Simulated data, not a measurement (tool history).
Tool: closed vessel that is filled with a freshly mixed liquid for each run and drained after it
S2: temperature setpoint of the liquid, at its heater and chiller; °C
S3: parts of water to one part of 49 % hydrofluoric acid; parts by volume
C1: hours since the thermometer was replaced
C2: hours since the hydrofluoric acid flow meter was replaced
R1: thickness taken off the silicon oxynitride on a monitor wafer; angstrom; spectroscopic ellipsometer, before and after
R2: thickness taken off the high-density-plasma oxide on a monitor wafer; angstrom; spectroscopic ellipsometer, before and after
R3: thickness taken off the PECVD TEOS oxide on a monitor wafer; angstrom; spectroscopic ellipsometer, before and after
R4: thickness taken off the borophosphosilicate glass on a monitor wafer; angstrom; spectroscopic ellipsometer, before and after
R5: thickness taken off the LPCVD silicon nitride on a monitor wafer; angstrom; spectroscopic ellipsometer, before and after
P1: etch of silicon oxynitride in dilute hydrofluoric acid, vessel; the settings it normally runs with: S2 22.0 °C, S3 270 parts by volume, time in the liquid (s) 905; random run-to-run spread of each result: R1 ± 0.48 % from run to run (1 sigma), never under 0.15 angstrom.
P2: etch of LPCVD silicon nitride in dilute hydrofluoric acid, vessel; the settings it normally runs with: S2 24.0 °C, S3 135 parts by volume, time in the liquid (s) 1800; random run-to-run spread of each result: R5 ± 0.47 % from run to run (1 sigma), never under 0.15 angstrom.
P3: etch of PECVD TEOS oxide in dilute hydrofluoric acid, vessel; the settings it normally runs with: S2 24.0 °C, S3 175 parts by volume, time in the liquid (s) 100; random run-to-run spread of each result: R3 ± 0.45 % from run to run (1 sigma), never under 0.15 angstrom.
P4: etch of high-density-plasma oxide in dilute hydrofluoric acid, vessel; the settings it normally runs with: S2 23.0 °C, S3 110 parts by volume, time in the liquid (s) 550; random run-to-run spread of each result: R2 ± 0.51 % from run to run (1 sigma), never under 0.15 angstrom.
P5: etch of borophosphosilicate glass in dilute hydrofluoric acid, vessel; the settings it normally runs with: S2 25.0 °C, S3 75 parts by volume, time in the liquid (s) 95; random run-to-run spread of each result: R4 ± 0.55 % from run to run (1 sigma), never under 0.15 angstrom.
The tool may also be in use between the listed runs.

Run 1, hour 15.4: process that ran P1, S2 22.0 °C, S3 270 parts by volume, time in the liquid (s) 905; C1 529.9; C2 1087.1. Result: R1 97.5530 angstrom.
Run 2, hour 26.1: process that ran P4, S2 23.0 °C, S3 110 parts by volume, time in the liquid (s) 550; C1 540.6; C2 1097.8. Result: R2 282.26 angstrom.
Run 3, hour 42.2: process that ran P1, S2 22.0 °C, S3 270 parts by volume, time in the liquid (s) 905; C1 556.7; C2 1113.9. Result: R1 97.4820 angstrom.
Run 4, hour 59.7: process that ran P1, S2 18.0 °C, S3 270 parts by volume, time in the liquid (s) 55; C1 574.2; C2 1131.4. Result: R1 4.5344 angstrom.
Run 5, hour 70.1: process that ran P3, S2 24.0 °C, S3 70 parts by volume, time in the liquid (s) 100; C1 584.6; C2 1141.8. Result: R3 216.440 angstrom.
Run 6, hour 85.8: process that ran P1, S2 22.0 °C, S3 425 parts by volume, time in the liquid (s) 1260; C1 600.3; C2 1157.5. Result: R1 77.7960 angstrom.
Run 7, hour 101.5: process that ran P1, S2 26.0 °C, S3 270 parts by volume, time in the liquid (s) 905; C1 616.0; C2 1173.2. Result: R1 116.8600 angstrom.
Run 8, hour 117.8: process that ran P1, S2 22.0 °C, S3 420 parts by volume, time in the liquid (s) 905; C1 632.3; C2 1189.5. Result: R1 57.0390 angstrom.
Run 9, hour 126.6: process that ran P1, S2 22.0 °C, S3 65 parts by volume, time in the liquid (s) 905; C1 641.1; C2 1198.3. Result: R1 471.0500 angstrom.
Run 10, hour 141.6: process that ran P5, S2 25.0 °C, S3 120 parts by volume, time in the liquid (s) 95; C1 656.1; C2 1213.3. Result: R4 312.84 angstrom.
Run 11, hour 159.4: process that ran P1, S2 22.0 °C, S3 270 parts by volume, time in the liquid (s) 905; C1 673.9; C2 1231.1. Result: R1 98.7180 angstrom.
Run 12, hour 168.8: process that ran P5, S2 32.0 °C, S3 75 parts by volume, time in the liquid (s) 95; C1 683.3; C2 1240.5. Result: R4 693.54 angstrom.
Run 13, hour 183.0: process that ran P2, S2 24.0 °C, S3 210 parts by volume, time in the liquid (s) 1800; C1 697.5; C2 1254.7. Result: R5 47.028 angstrom.
Run 14, hour 194.1: process that ran P4, S2 23.0 °C, S3 165 parts by volume, time in the liquid (s) 550; C1 708.6; C2 1265.8. Result: R2 174.20 angstrom.
Run 15, hour 206.8: process that ran P3, S2 24.0 °C, S3 175 parts by volume, time in the liquid (s) 100; C1 721.3; C2 1278.5. Result: R3 75.236 angstrom.
Run 16, hour 221.9: process that ran P4, S2 19.0 °C, S3 110 parts by volume, time in the liquid (s) 550; C1 736.4; C2 1293.6. Result: R2 238.44 angstrom.
Run 17, hour 233.0: process that ran P2, S2 24.0 °C, S3 135 parts by volume, time in the liquid (s) 3100; C1 747.5; C2 1304.7. Result: R5 124.450 angstrom.
Run 18, hour 243.0: process that ran P3, S2 27.5 °C, S3 175 parts by volume, time in the liquid (s) 100; C1 757.5; C2 1314.7. Result: R3 87.069 angstrom.
Run 19, hour 259.8: process that ran P3, S2 24.0 °C, S3 175 parts by volume, time in the liquid (s) 155; C1 774.3; C2 1331.5. Result: R3 118.520 angstrom.
Run 20, hour 270.8: process that ran P1, S2 22.0 °C, S3 270 parts by volume, time in the liquid (s) 905; C1 785.3; C2 1342.5. Result: R1 97.7430 angstrom.
Run 21, hour 287.5: process that ran P5, S2 25.0 °C, S3 75 parts by volume, time in the liquid (s) 95; C1 802.0; C2 1359.2. Result: R4 533.21 angstrom.
Run 22, hour 295.9: process that ran P2, S2 20.0 °C, S3 135 parts by volume, time in the liquid (s) 1800; C1 810.4; C2 1367.6. Result: R5 55.540 angstrom.
Run 23, hour 304.4: process that ran P4, S2 23.0 °C, S3 110 parts by volume, time in the liquid (s) 950; C1 818.9; C2 1376.1. Result: R2 480.25 angstrom.
Run 24, hour 315.6: process that ran P1, S2 17.0 °C, S3 270 parts by volume, time in the liquid (s) 905; C1 830.1; C2 1387.3. Result: R1 77.3270 angstrom.
Run 25, hour 325.3: process that ran P1, S2 22.0 °C, S3 270 parts by volume, time in the liquid (s) 1600; C1 839.8; C2 1397.0. Result: R1 172.9000 angstrom.
Run 26, hour 338.0: process that ran P5, S2 25.0 °C, S3 75 parts by volume, time in the liquid (s) 185; C1 852.5; C2 1409.7. Result: R4 1037.30 angstrom.
At hour 347.6: thermometer replaced.
Run 27, hour 353.8: process that ran P2, S2 24.0 °C, S3 135 parts by volume, time in the liquid (s) 1800; C1 6.3; C2 1425.5. Result: R5 73.083 angstrom.

What does the tool deliver on the next run?
Run 28, hour 368.8: process that ran P5, S2 25.0 °C, S3 75 parts by volume, time in the liquid (s) 95; C1 21.3; C2 1440.5. Result: R4 ?.

Run 28 produced R4 532.75 angstrom.
